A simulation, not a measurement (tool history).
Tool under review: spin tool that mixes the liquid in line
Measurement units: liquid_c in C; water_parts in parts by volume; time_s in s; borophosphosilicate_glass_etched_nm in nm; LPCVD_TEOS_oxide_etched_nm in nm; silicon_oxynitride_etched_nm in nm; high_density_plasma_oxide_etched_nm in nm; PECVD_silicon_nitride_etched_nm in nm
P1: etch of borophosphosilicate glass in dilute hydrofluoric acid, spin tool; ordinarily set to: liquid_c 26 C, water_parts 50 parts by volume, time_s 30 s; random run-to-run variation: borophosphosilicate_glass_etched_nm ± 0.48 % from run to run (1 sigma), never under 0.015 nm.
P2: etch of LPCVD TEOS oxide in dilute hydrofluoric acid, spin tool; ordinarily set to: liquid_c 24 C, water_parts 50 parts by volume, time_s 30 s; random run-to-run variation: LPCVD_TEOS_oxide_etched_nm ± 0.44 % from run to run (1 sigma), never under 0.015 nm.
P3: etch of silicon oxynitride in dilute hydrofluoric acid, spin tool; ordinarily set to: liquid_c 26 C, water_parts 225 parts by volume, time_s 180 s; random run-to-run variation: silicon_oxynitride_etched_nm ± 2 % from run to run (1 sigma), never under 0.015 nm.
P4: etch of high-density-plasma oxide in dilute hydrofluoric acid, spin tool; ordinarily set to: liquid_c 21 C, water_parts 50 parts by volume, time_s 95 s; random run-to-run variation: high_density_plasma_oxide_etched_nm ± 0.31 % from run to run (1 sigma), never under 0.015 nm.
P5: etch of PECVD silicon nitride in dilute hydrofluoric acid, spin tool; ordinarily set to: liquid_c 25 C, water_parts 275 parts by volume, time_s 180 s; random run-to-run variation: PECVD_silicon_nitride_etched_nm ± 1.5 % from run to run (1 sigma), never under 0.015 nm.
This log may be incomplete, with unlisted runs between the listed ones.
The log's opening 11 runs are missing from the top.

| run | hour | process | liquid_c | water_parts | time_s | borophosphosilicate_glass_etched_nm | LPCVD_TEOS_oxide_etched_nm | silicon_oxynitride_etched_nm | high_density_plasma_oxide_etched_nm | PECVD_silicon_nitride_etched_nm |
|---|---|---|---|---|---|---|---|---|---|---|
| 12 | 66.3 | P1 | 26 | 30 | 30 | 51.517 |  |  |  |  |
| 13 | 70.4 | P3 | 26 | 225 | 180 |  |  | 1.0914 |  |  |
| 14 | 76.6 | P4 | 26 | 50 | 95 |  |  |  | 11.123 |  |
| 15 | 81.2 | P4 | 21 | 75 | 95 |  |  |  | 5.8319 |  |
| 16 | 86.9 | P3 | 26 | 225 | 295 |  |  | 1.7518 |  |  |
| 17 | 91.5 | P1 | 26 | 50 | 30 | 29.951 |  |  |  |  |
| 18 | 98.2 | P5 | 25 | 275 | 180 |  |  |  |  | 1.6681 |
| 19 | 104.4 | P1 | 26 | 50 | 30 | 30.199 |  |  |  |  |
| 20 | 110.5 | P5 | 25 | 495 | 180 |  |  |  |  | 0.84834 |

Run 21 comes next. What will it give?
| 21 | 114.2 | P5 | 25 | 275 | 290 |  |  |  |  | ? |

PECVD_silicon_nitride_etched_nm: 2.6335 nm
